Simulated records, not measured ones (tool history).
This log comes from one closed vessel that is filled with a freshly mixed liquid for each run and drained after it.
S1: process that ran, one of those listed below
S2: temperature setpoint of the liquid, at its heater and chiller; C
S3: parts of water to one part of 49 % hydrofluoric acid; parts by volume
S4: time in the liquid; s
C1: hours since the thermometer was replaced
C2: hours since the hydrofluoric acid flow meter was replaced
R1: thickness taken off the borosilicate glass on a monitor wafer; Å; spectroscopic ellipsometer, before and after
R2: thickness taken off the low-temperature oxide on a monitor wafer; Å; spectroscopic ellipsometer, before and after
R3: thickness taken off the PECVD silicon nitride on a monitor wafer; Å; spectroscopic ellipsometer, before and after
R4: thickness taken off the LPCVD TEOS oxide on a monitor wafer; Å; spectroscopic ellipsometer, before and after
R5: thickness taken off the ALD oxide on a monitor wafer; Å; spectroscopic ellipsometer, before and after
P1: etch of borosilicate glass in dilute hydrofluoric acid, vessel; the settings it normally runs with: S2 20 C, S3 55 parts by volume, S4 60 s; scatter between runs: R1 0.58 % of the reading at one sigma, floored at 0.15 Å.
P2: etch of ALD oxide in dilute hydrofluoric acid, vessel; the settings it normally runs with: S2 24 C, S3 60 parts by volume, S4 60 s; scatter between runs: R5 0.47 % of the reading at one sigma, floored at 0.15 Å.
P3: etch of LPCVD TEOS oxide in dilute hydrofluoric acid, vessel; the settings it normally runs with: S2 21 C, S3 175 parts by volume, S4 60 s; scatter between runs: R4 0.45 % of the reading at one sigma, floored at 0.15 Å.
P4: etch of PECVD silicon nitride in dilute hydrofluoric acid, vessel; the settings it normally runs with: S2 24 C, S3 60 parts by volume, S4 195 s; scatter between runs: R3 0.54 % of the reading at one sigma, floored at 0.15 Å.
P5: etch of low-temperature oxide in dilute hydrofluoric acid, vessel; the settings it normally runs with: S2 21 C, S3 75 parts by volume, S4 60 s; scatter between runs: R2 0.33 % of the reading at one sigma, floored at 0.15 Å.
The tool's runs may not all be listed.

run,hour,S1,S2,S3,S4,C1,C2,R1,R2,R3,R4,R5
1,5,P1,20,55,60,641,1229.9,393.36,,,,
2,14.9,P5,21,75,60,650.9,1239.8,,129.49,,,
3,24.2,P1,20,55,60,660.2,1249.1,395.81,,,,
4,34.4,P4,24,60,195,670.4,1259.3,,,91.091,,
5,41.5,P3,21,175,85,677.5,1266.4,,,,116.94,
6,51.7,P5,21,75,115,687.7,1276.6,,248.2,,,
7,60,P1,20,95,60,696,1284.9,216.94,,,,
8,70.1,P1,20,55,105,706.1,1295,686.47,,,,
9,76.2,P4,24,60,195,712.2,1301.1,,,89.704,,
10,84.5,P1,24.5,55,60,720.5,1309.4,478.97,,,,
11,89.4,P3,21,175,60,725.4,1314.3,,,,82.116,
12,98.2,P2,24,60,30,734.2,1323.1,,,,,111.06
13,105.9,P5,27.5,75,60,741.9,1330.8,,168.68,,,
14,115.1,P1,20,55,30,751.1,1340,200.5,,,,
15,121.8,P4,24,60,385,757.8,1346.7,,,178.93,,
16,131.8,P1,20,55,60,767.8,1356.7,387.75,,,,
17,138.8,P2,24,90,60,774.8,1363.7,,,,,142.22
18,146.4,P3,26.5,175,60,782.4,1371.3,,,,101.46,
19,152,P3,21,175,60,788,1376.9,,,,82.636,
20,162,P5,21,75,60,798,1386.9,,129.42,,,
21,171.1,P1,17,55,60,807.1,1396,349.22,,,,
22,180.2,P4,24,40,195,816.2,1405.1,,,133.5,,
23,187,P1,20,55,60,823,1411.9,394.89,,,,
24,192.4,P3,21,40,60,828.4,1417.3,,,,425.83,
25,197,P5,21,140,60,833,1421.9,,64.122,,,
26,205.2,P1,17,55,90,841.2,1430.1,522.79,,,,
27,214.1,P4,29,60,195,850.1,1439,,,124.44,,
28,219,P1,20,55,60,855,1443.9,399.7,,,,
29,226.3,P1,20,25,60,862.3,1451.2,902.87,,,,
30,231.4,P2,24,60,60,867.4,1456.3,,,,,220.71
31,238,P2,28.5,60,60,874,1462.9,,,,,267.73
32,247.1,P1,20,55,60,883.1,1472,395.9,,,,
33,254.1,P1,20,55,60,890.1,1479,381.76,,,,
34,259.2,P1,20,55,60,895.2,1484.1,374.02,,,,
35,265.8,P1,20,55,60,901.8,1490.7,370.73,,,,
36,270.5,P1,20,55,60,906.5,1495.4,365.79,,,,
37,280,P1,20,55,60,916,1504.9,362.42,,,,
38,284.8,P1,20,55,60,920.8,1509.7,357.09,,,,
39,290.5,P1,20,55,60,926.5,1515.4,357.67,,,,
40,296.8,P1,20,55,60,932.8,1521.7,361.05,,,,
41,304,P1,20,55,60,940,1528.9,358.15,,,,
42,308.5,P1,20,55,60,944.5,1533.4,360.06,,,,

P1 no longer gives what it gave before; its output has crept away from where it was. The following 2 causes, each at its listed size, fit the log equally well:
A: liquid colder than its thermometer reads (K) = 2.23
B: hydrofluoric acid flow below the setpoint (%) = 8.49
The onset of the drift is placed at about hour 247.1.

Question marks stand in for the results of the 4 check runs listed below, each run on one wafer. Under which run would the listed causes show clearly different results?
check 1,313,P3,25.5,45,60,,,,,,?,
check 2,313,P2,24,85,30,,,,,,,?
check 3,313,P4,24,40,315,,,,,?,,
check 4,313,P5,21,75,110,,,,?,,,

How each check would come out, cause by cause:
check,result,if A,if B
check 1,R4,409.99,408.96
check 2,R5,69.213,68.633
check 3,R3,185.98,198.65
check 4,R2,215.98,215.17
Per check, the gap between the least separated pair of causes, taken in the result that splits them most: check 1 0.25 %; check 2 0.84 %; check 3 6.59 %; check 4 0.38 %
Only in check 3 would the causes give clearly different results; in the remaining checks their results would be nearly the same.

Check 3 was carried out, with these results: R3 196.78 Å. Which of the listed causes is responsible?

B is the cause: hydrofluoric acid flow below the setpoint (%).

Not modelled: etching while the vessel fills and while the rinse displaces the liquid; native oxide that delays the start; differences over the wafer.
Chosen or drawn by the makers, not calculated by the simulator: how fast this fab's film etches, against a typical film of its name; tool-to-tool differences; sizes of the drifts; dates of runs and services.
